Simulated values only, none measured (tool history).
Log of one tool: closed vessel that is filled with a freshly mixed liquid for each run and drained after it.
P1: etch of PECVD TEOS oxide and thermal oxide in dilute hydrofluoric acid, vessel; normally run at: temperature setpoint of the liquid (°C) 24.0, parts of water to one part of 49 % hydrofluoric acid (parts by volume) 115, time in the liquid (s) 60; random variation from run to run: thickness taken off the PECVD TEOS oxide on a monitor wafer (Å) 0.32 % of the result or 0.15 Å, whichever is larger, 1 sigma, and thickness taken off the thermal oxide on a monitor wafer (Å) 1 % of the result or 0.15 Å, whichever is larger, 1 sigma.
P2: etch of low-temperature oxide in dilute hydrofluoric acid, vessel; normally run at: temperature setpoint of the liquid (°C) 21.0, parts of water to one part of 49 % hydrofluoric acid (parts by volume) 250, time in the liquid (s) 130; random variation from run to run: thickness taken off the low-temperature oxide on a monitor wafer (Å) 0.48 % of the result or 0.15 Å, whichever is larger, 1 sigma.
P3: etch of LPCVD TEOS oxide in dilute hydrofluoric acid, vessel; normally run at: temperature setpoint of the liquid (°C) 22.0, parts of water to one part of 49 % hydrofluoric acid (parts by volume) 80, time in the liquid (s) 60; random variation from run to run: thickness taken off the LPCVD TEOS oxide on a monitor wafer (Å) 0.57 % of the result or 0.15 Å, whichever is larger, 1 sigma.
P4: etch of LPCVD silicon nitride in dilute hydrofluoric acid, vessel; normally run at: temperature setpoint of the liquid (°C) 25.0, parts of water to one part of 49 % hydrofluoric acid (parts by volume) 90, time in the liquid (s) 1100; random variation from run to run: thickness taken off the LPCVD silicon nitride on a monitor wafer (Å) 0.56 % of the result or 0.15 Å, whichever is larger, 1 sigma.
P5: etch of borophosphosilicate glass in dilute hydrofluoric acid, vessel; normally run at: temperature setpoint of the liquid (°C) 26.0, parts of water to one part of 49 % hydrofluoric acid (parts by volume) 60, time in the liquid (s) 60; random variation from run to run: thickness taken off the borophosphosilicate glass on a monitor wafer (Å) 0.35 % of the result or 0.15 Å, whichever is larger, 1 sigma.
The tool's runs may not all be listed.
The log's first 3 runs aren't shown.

run	hour	process that ran	temperature setpoint of the liquid (°C)	parts of water to one part of 49 % hydrofluoric acid (parts by volume)	time in the liquid (s)	hours since the thermometer was replaced	hours since the hydrofluoric acid flow meter was replaced	thickness taken off the PECVD TEOS oxide on a monitor wafer (Å)	thickness taken off the thermal oxide on a monitor wafer (Å)	thickness taken off the low-temperature oxide on a monitor wafer (Å)	thickness taken off the LPCVD TEOS oxide on a monitor wafer (Å)	thickness taken off the LPCVD silicon nitride on a monitor wafer (Å)	thickness taken off the borophosphosilicate glass on a monitor wafer (Å)
4	40.9	P3	22.0	140	60	241.9	768.4				96.791		
5	53.8	P1	20.5	115	95	254.8	781.3	170.870	35.573				
6	62.0	P4	25.0	90	1100	263.0	789.5					67.009	
7	68.3	P2	17.0	250	130	269.3	795.8			45.838			
8	77.8	P1	17.5	115	60	278.8	805.3	96.063	19.825				
9	89.3	P2	21.0	250	30	290.3	816.8			12.294			
10	95.6	P1	24.0	115	60	296.6	823.1	125.040	25.433				
11	104.3	P1	24.0	115	30	305.3	831.8	62.485	12.713				
12	111.0	P1	24.0	115	100	312.0	838.5	208.750	42.034				
13	116.7	P4	25.0	90	1675	317.7	844.2					103.060	
14	123.3	P5	26.0	60	60	324.3	850.8						658.87
15	134.7	P5	26.0	85	60	335.7	862.2						450.48
16	142.9	P1	24.0	50	60	343.9	870.4	313.480	63.222				
17	155.4	P5	26.0	60	105	356.4	882.9						1156.00
18	164.4	P3	22.0	80	30	365.4	891.9				90.457		
19	170.9	P1	24.0	115	60	371.9	898.4	124.010	25.223				
20	177.5	P5	33.5	60	60	378.5	905.0						877.92
21	183.2	P1	24.0	180	60	384.2	910.7	74.081	15.165				

Forecast run 22:
22	192.9	P1	24.0	115	60	393.9	920.4	?	?				

Run 22 gave thickness taken off the PECVD TEOS oxide on a monitor wafer (Å) 124.990, thickness taken off the thermal oxide on a monitor wafer (Å) 25.353.

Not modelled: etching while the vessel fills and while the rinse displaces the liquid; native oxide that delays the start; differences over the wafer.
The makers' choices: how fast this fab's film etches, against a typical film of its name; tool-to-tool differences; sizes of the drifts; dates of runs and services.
